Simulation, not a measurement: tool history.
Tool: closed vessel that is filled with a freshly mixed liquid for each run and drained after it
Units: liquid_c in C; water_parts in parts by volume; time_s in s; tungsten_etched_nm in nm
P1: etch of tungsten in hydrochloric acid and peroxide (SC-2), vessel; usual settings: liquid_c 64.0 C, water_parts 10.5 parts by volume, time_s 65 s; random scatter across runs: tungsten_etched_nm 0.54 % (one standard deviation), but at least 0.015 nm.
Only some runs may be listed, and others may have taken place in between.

run,hour,liquid_c,water_parts,time_s,hours since the thermometer was replaced,hours since the chemicals flow meter was replaced,hours since the drum of peroxide was connected,tungsten_etched_nm
1,13.0,64.0,10.5,65,1304.9,552.8,394.7,27.269
2,24.2,64.0,10.5,65,1316.1,564.0,405.9,26.839
3,37.8,49.5,10.5,65,1329.7,577.6,419.5,10.802
4,44.3,64.0,10.5,65,1336.2,584.1,426.0,27.007
5,52.9,64.0,10.5,125,1344.8,592.7,434.6,51.983
6,66.1,52.5,10.5,110,1358.0,605.9,447.8,22.180
7,72.4,64.0,10.5,65,1364.3,612.2,454.1,27.011
8,81.7,72.0,10.5,105,1373.6,621.5,463.4,70.957
9,92.7,64.0,16.5,65,1384.6,632.5,474.4,18.265
10,104.9,64.0,10.5,30,1396.8,644.7,486.6,12.552
# hour 107.7: thermometer replaced
11,118.0,64.0,10.5,65,10.4,657.8,499.7,27.276
12,125.6,64.0,4.0,65,18.0,665.4,507.3,56.358
13,137.1,64.0,10.5,65,29.5,676.9,518.8,27.128
14,149.6,72.0,10.5,65,42.0,689.4,531.3,44.362
15,160.8,64.0,6.0,120,53.2,700.6,542.5,78.115
16,170.7,64.0,10.5,65,63.1,710.5,552.4,26.994
17,184.3,64.0,10.5,65,76.7,724.1,566.0,25.480
18,194.7,64.0,10.5,65,87.1,734.5,576.4,25.015
19,201.1,64.0,10.5,65,93.5,740.9,582.8,24.632
20,213.5,64.0,10.5,65,105.9,753.3,595.2,24.661
# hour 214.4: new drum of peroxide connected
21,225.2,64.0,10.5,65,117.6,765.0,10.8,24.679
22,235.2,64.0,10.5,65,127.6,775.0,20.8,24.231

The output of P1 has drifted from where it used to be. Each of the 2 causes below, taken at the size shown beside it, accounts for the log equally well:
A: liquid colder than its thermometer reads (K) = 1.68
B: chemicals flow below the setpoint (%) = 11.5
At approximately hour 170.7, the process output began to creep.
Each remaining cause and why it is not a fit:
peroxide weaker than its label (%): was serviced at hour 214.4, once the creep was under way, yet the earlier output never came back

The 4 check runs listed below each average the results of 5 wafers, and their outcomes are marked with question marks. Under which run would the listed causes produce clearly different results?
check 1,245.2,72.0,10.5,65,,,,?
check 2,245.2,64.0,4.0,100,,,,?
check 3,245.2,72.0,10.5,125,,,,?
check 4,245.2,50.5,16.0,65,,,,?

Expected result of each check under each candidate cause:
check,result,if A,if B
check 1,tungsten_etched_nm,39.6170,39.4240
check 2,tungsten_etched_nm,78.3040,79.9100
check 3,tungsten_etched_nm,76.1870,75.8150
check 4,tungsten_etched_nm,7.1061,7.1271
Per-check spread between the two closest causes, in the result where they differ most: check 1 0.49 %; check 2 2.03 %; check 3 0.49 %; check 4 0.29 %
Only in check 2 would the causes give clearly different results; in the remaining checks their results would be nearly the same.

Running check 2 produced the following: tungsten_etched_nm 79.9810 nm. Which one of the listed causes fits?

B is the cause: chemicals flow below the setpoint (%).
